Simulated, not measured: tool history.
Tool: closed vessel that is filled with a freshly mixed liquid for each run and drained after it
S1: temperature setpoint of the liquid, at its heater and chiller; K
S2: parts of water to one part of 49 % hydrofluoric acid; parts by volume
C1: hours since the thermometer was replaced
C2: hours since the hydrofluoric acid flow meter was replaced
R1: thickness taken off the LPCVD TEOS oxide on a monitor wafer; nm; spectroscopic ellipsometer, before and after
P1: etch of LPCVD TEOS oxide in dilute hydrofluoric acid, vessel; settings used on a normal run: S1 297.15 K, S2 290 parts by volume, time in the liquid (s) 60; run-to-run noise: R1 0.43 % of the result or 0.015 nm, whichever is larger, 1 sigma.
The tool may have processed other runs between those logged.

run 1 hour=7.8 | S1=297.15 S2=290 time_in_the_liquid_(s)=60 | C1=505.3 C2=1018.7 | R1=7.5753
run 2 hour=12.3 | S1=297.15 S2=290 time_in_the_liquid_(s)=115 | C1=509.8 C2=1023.2 | R1=14.487
run 3 hour=17.6 | S1=292.15 S2=290 time_in_the_liquid_(s)=100 | C1=515.1 C2=1028.5 | R1=10.509
run 4 hour=27.1 | S1=305.15 S2=290 time_in_the_liquid_(s)=60 | C1=524.6 C2=1038 | R1=9.8076
-- hour=28.4 hydrofluoric acid flow meter replaced
run 5 hour=35.5 | S1=297.15 S2=290 time_in_the_liquid_(s)=60 | C1=533 C2=7.2 | R1=7.5421
run 6 hour=42.9 | S1=297.15 S2=290 time_in_the_liquid_(s)=60 | C1=540.4 C2=14.6 | R1=7.533
run 7 hour=51 | S1=297.15 S2=290 time_in_the_liquid_(s)=30 | C1=548.5 C2=22.7 | R1=3.7424
run 8 hour=56.1 | S1=297.15 S2=45 time_in_the_liquid_(s)=60 | C1=553.6 C2=27.8 | R1=64.036
run 9 hour=61 | S1=293.15 S2=290 time_in_the_liquid_(s)=30 | C1=558.5 C2=32.7 | R1=3.2347
run 10 hour=68 | S1=297.15 S2=510 time_in_the_liquid_(s)=60 | C1=565.5 C2=39.7 | R1=3.5108
-- hour=72.7 thermometer replaced
run 11 hour=76.2 | S1=297.15 S2=290 time_in_the_liquid_(s)=60 | C1=3.6 C2=47.9 | R1=7.5164
run 12 hour=81.6 | S1=297.15 S2=290 time_in_the_liquid_(s)=60 | C1=9 C2=53.3 | R1=7.516
run 13 hour=90.1 | S1=290.15 S2=290 time_in_the_liquid_(s)=60 | C1=17.5 C2=61.8 | R1=5.7923
run 14 hour=96.5 | S1=293.65 S2=125 time_in_the_liquid_(s)=60 | C1=23.9 C2=68.2 | R1=18.058
run 15 hour=104.2 | S1=297.15 S2=290 time_in_the_liquid_(s)=60 | C1=31.6 C2=75.9 | R1=7.5191
run 16 hour=114.2 | S1=297.15 S2=290 time_in_the_liquid_(s)=60 | C1=41.6 C2=85.9 | R1=7.5463
run 17 hour=121 | S1=297.15 S2=290 time_in_the_liquid_(s)=60 | C1=48.4 C2=92.7 | R1=7.3893
run 18 hour=130.9 | S1=297.15 S2=290 time_in_the_liquid_(s)=60 | C1=58.3 C2=102.6 | R1=7.0855
run 19 hour=137 | S1=297.15 S2=290 time_in_the_liquid_(s)=60 | C1=64.4 C2=108.7 | R1=7.0401
run 20 hour=141.6 | S1=297.15 S2=290 time_in_the_liquid_(s)=60 | C1=69 C2=113.3 | R1=7.0265
run 21 hour=150.1 | S1=297.15 S2=290 time_in_the_liquid_(s)=60 | C1=77.5 C2=121.8 | R1=6.9928
run 22 hour=158.9 | S1=297.15 S2=290 time_in_the_liquid_(s)=60 | C1=86.3 C2=130.6 | R1=6.9878
run 23 hour=163.8 | S1=297.15 S2=290 time_in_the_liquid_(s)=60 | C1=91.2 C2=135.5 | R1=6.9607
run 24 hour=171.1 | S1=297.15 S2=290 time_in_the_liquid_(s)=60 | C1=98.5 C2=142.8 | R1=6.9392
run 25 hour=180.9 | S1=297.15 S2=290 time_in_the_liquid_(s)=60 | C1=108.3 C2=152.6 | R1=6.941
run 26 hour=187 | S1=297.15 S2=290 time_in_the_liquid_(s)=60 | C1=114.4 C2=158.7 | R1=6.9493

What P1 gives has crept away from where it was. These 2 causes fit the log equally well, each at the size given:
A: hydrofluoric acid flow below the setpoint (%) = 6.24
B: liquid colder than its thermometer reads (K) = 2.35
At approximately hour 114.2, the process output began to creep.

Of the 4 check runs listed below, each run on one wafer and each result written as a question mark, which would let you distinguish the listed causes because they would give clearly different results?
run check 1 hour=193.1 | S1=302.65 S2=290 time_in_the_liquid_(s)=30 | R1=?
run check 2 hour=193.1 | S1=302.15 S2=290 time_in_the_liquid_(s)=115 | R1=?
run check 3 hour=193.1 | S1=292.15 S2=65 time_in_the_liquid_(s)=60 | R1=?
run check 4 hour=193.1 | S1=300.65 S2=290 time_in_the_liquid_(s)=90 | R1=?

How each check would come out, cause by cause:
check=check_1 result=R1 if_A=4.1624 if_B=4.1944
check=check_2 result=R1 if_A=15.7 if_B=15.81
check=check_3 result=R1 if_A=32.738 if_B=31.736
check=check_4 result=R1 if_A=11.699 if_B=11.756
Per check, the gap between the least separated pair of causes, taken in the result that splits them most: check 1 0.76 %; check 2 0.7 %; check 3 3.11 %; check 4 0.49 %
Only in check 3 would the causes give clearly different results; in the remaining checks their results would be nearly the same.

Running check 3 produced the following: R1 32.83 nm. Which one of the listed causes fits?

The correct cause is A, namely: hydrofluoric acid flow below the setpoint (%).

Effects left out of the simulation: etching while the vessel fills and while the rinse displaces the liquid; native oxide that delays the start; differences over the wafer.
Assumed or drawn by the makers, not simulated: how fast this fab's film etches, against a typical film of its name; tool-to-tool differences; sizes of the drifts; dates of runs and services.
